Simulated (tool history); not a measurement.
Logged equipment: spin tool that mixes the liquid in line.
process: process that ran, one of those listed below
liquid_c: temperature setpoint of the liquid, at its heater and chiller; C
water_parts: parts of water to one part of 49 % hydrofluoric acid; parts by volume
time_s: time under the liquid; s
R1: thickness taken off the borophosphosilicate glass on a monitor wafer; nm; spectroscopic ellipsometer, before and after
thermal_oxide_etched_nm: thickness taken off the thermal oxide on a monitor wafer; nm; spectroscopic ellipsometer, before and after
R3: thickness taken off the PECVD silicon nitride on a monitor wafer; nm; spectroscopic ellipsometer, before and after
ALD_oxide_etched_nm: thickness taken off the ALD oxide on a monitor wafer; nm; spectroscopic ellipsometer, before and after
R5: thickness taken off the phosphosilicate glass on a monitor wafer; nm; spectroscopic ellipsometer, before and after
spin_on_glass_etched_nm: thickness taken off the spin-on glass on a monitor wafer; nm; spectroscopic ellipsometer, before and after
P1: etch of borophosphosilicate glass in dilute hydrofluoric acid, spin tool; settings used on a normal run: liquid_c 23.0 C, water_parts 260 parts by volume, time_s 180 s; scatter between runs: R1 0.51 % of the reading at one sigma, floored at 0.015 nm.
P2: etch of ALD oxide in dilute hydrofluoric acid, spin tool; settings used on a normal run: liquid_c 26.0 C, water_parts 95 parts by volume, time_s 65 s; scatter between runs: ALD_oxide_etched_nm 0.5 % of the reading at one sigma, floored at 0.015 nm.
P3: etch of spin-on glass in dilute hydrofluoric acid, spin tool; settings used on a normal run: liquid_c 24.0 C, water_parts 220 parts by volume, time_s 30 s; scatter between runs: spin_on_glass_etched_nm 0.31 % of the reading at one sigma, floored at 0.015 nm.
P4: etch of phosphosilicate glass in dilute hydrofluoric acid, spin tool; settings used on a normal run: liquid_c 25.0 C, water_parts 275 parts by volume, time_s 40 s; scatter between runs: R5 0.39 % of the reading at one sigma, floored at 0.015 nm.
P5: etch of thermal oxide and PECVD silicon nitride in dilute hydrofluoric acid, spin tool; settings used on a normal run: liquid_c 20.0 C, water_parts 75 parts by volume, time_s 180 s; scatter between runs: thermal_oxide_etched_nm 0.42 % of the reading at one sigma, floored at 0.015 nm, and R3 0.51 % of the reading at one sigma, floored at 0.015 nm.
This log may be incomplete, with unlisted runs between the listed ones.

{"run": 1, "hour": 13.6, "process": "P1", "liquid_c": 23.0, "water_parts": 260, "time_s": 180, "R1": 38.477}
{"run": 2, "hour": 24.2, "process": "P5", "liquid_c": 20.0, "water_parts": 75, "time_s": 180, "thermal_oxide_etched_nm": 9.3513, "R3": 10.288}
{"run": 3, "hour": 34.5, "process": "P1", "liquid_c": 31.5, "water_parts": 260, "time_s": 180, "R1": 51.461}
{"run": 4, "hour": 45.6, "process": "P1", "liquid_c": 17.0, "water_parts": 90, "time_s": 180, "R1": 105.09}
{"run": 5, "hour": 55.5, "process": "P1", "liquid_c": 23.0, "water_parts": 260, "time_s": 180, "R1": 38.176}
{"run": 6, "hour": 62.3, "process": "P2", "liquid_c": 26.0, "water_parts": 95, "time_s": 65, "ALD_oxide_etched_nm": 10.16}
{"run": 7, "hour": 76.3, "process": "P1", "liquid_c": 17.0, "water_parts": 260, "time_s": 95, "R1": 16.302}
{"run": 8, "hour": 88.1, "process": "P2", "liquid_c": 26.0, "water_parts": 145, "time_s": 65, "ALD_oxide_etched_nm": 6.2298}
{"run": 9, "hour": 99.8, "process": "P4", "liquid_c": 33.0, "water_parts": 275, "time_s": 40, "R5": 15.498}
{"run": 10, "hour": 111.7, "process": "P3", "liquid_c": 24.0, "water_parts": 220, "time_s": 30, "spin_on_glass_etched_nm": 6.6127}
{"run": 11, "hour": 121.0, "process": "P4", "liquid_c": 25.0, "water_parts": 460, "time_s": 40, "R5": 5.9898}
{"run": 12, "hour": 129.4, "process": "P4", "liquid_c": 25.0, "water_parts": 275, "time_s": 40, "R5": 11.881}
{"run": 13, "hour": 141.0, "process": "P2", "liquid_c": 34.0, "water_parts": 95, "time_s": 65, "ALD_oxide_etched_nm": 13.65}
{"run": 14, "hour": 151.5, "process": "P1", "liquid_c": 23.0, "water_parts": 260, "time_s": 180, "R1": 38.453}
{"run": 15, "hour": 163.0, "process": "P3", "liquid_c": 30.0, "water_parts": 220, "time_s": 30, "spin_on_glass_etched_nm": 8.1513}
{"run": 16, "hour": 173.2, "process": "P1", "liquid_c": 23.0, "water_parts": 260, "time_s": 365, "R1": 78.165}
{"run": 17, "hour": 186.7, "process": "P3", "liquid_c": 24.0, "water_parts": 220, "time_s": 55, "spin_on_glass_etched_nm": 12.14}
{"run": 18, "hour": 198.9, "process": "P2", "liquid_c": 26.0, "water_parts": 95, "time_s": 125, "ALD_oxide_etched_nm": 19.646}
{"run": 19, "hour": 210.9, "process": "P1", "liquid_c": 23.0, "water_parts": 260, "time_s": 180, "R1": 38.289}
{"run": 20, "hour": 218.9, "process": "P1", "liquid_c": 23.0, "water_parts": 260, "time_s": 15, "R1": 3.2033}
{"run": 21, "hour": 228.5, "process": "P2", "liquid_c": 26.0, "water_parts": 95, "time_s": 65, "ALD_oxide_etched_nm": 10.204}
{"run": 22, "hour": 235.9, "process": "P1", "liquid_c": 23.0, "water_parts": 130, "time_s": 180, "R1": 88.259}
{"run": 23, "hour": 246.5, "process": "P3", "liquid_c": 24.0, "water_parts": 50, "time_s": 30, "spin_on_glass_etched_nm": 35.689}
{"run": 24, "hour": 260.5, "process": "P1", "liquid_c": 23.0, "water_parts": 385, "time_s": 180, "R1": 23.099}
{"run": 25, "hour": 274.7, "process": "P5", "liquid_c": 20.0, "water_parts": 75, "time_s": 355, "thermal_oxide_etched_nm": 18.475, "R3": 20.355}
{"run": 26, "hour": 285.8, "process": "P1", "liquid_c": 17.5, "water_parts": 260, "time_s": 180, "R1": 31.129}
{"run": 27, "hour": 299.3, "process": "P3", "liquid_c": 24.0, "water_parts": 220, "time_s": 30, "spin_on_glass_etched_nm": 6.6562}
{"run": 28, "hour": 311.9, "process": "P4", "liquid_c": 25.0, "water_parts": 275, "time_s": 15, "R5": 4.4655}
{"run": 29, "hour": 324.4, "process": "P5", "liquid_c": 27.5, "water_parts": 75, "time_s": 180, "thermal_oxide_etched_nm": 12.723, "R3": 16.881}
{"run": 30, "hour": 331.1, "process": "P5", "liquid_c": 20.0, "water_parts": 130, "time_s": 180, "thermal_oxide_etched_nm": 5.1253, "R3": 5.9242}
{"run": 31, "hour": 344.7, "process": "P1", "liquid_c": 23.0, "water_parts": 260, "time_s": 180, "R1": 38.145}
{"run": 32, "hour": 351.9, "process": "P1", "liquid_c": 23.0, "water_parts": 260, "time_s": 180, "R1": 38.893}
{"run": 33, "hour": 366.2, "process": "P1", "liquid_c": 23.0, "water_parts": 260, "time_s": 180, "R1": 39.674}
{"run": 34, "hour": 376.5, "process": "P1", "liquid_c": 23.0, "water_parts": 260, "time_s": 180, "R1": 39.604}
{"run": 35, "hour": 385.2, "process": "P1", "liquid_c": 23.0, "water_parts": 260, "time_s": 180, "R1": 40.276}
{"run": 36, "hour": 398.9, "process": "P1", "liquid_c": 23.0, "water_parts": 260, "time_s": 180, "R1": 39.912}
{"run": 37, "hour": 406.2, "process": "P1", "liquid_c": 23.0, "water_parts": 260, "time_s": 180, "R1": 40.69}
{"run": 38, "hour": 418.5, "process": "P1", "liquid_c": 23.0, "water_parts": 260, "time_s": 180, "R1": 40.541}
{"run": 39, "hour": 428.7, "process": "P1", "liquid_c": 23.0, "water_parts": 260, "time_s": 180, "R1": 40.174}
{"run": 40, "hour": 438.4, "process": "P1", "liquid_c": 23.0, "water_parts": 260, "time_s": 180, "R1": 40.439}
{"run": 41, "hour": 449.5, "process": "P1", "liquid_c": 23.0, "water_parts": 260, "time_s": 180, "R1": 40.327}
{"run": 42, "hour": 459.8, "process": "P1", "liquid_c": 23.0, "water_parts": 260, "time_s": 180, "R1": 40.294}

The output of P1 has drifted from where it used to be. Each of the 2 causes below, taken at the size shown beside it, accounts for the log equally well:
A: liquid hotter than its thermometer reads (K) = 1.58
B: hydrofluoric acid flow above the setpoint (%) = 4.6
Creep in the process output first set in at about hour 344.7.

The check runs listed below each take one wafer, and their results are still question marks. Under which run would the listed causes lead to clearly different results?
{"run": "check 1", "hour": 470.1, "process": "P3", "liquid_c": 24.0, "water_parts": 140, "time_s": 30, "spin_on_glass_etched_nm": "?"}
{"run": "check 2", "hour": 470.1, "process": "P2", "liquid_c": 31.0, "water_parts": 140, "time_s": 65, "ALD_oxide_etched_nm": "?"}
{"run": "check 3", "hour": 470.1, "process": "P5", "liquid_c": 23.0, "water_parts": 75, "time_s": 340, "thermal_oxide_etched_nm": "?", "R3": "?"}
{"run": "check 4", "hour": 470.1, "process": "P4", "liquid_c": 31.5, "water_parts": 275, "time_s": 40, "R5": "?"}

Predicted outcomes, by check and by cause:
check=check_1 result=spin_on_glass_etched_nm if_A=12.0800 if_B=11.9820
check=check_2 result=ALD_oxide_etched_nm if_A=8.2945 if_B=8.2712
check=check_3 result=thermal_oxide_etched_nm if_A=21.3320 if_B=21.0190
check=check_3 result=R3 if_A=26.2500 if_B=24.6890
check=check_4 result=R5 if_A=15.5710 if_B=15.7090
Gap, in per cent, between the two causes that each check separates least, read from the result that separates them most: check 1 0.82 %; check 2 0.28 %; check 3 6.13 %; check 4 0.88 %
Of the check runs offered, only check 3 discriminates between the causes; the rest would read about the same regardless of which cause applies.

The results of check 3 are: thermal_oxide_etched_nm 21.3860 nm; R3 26.3120 nm. Based on these, which of the listed causes is it?

It was cause A: liquid hotter than its thermometer reads (K).
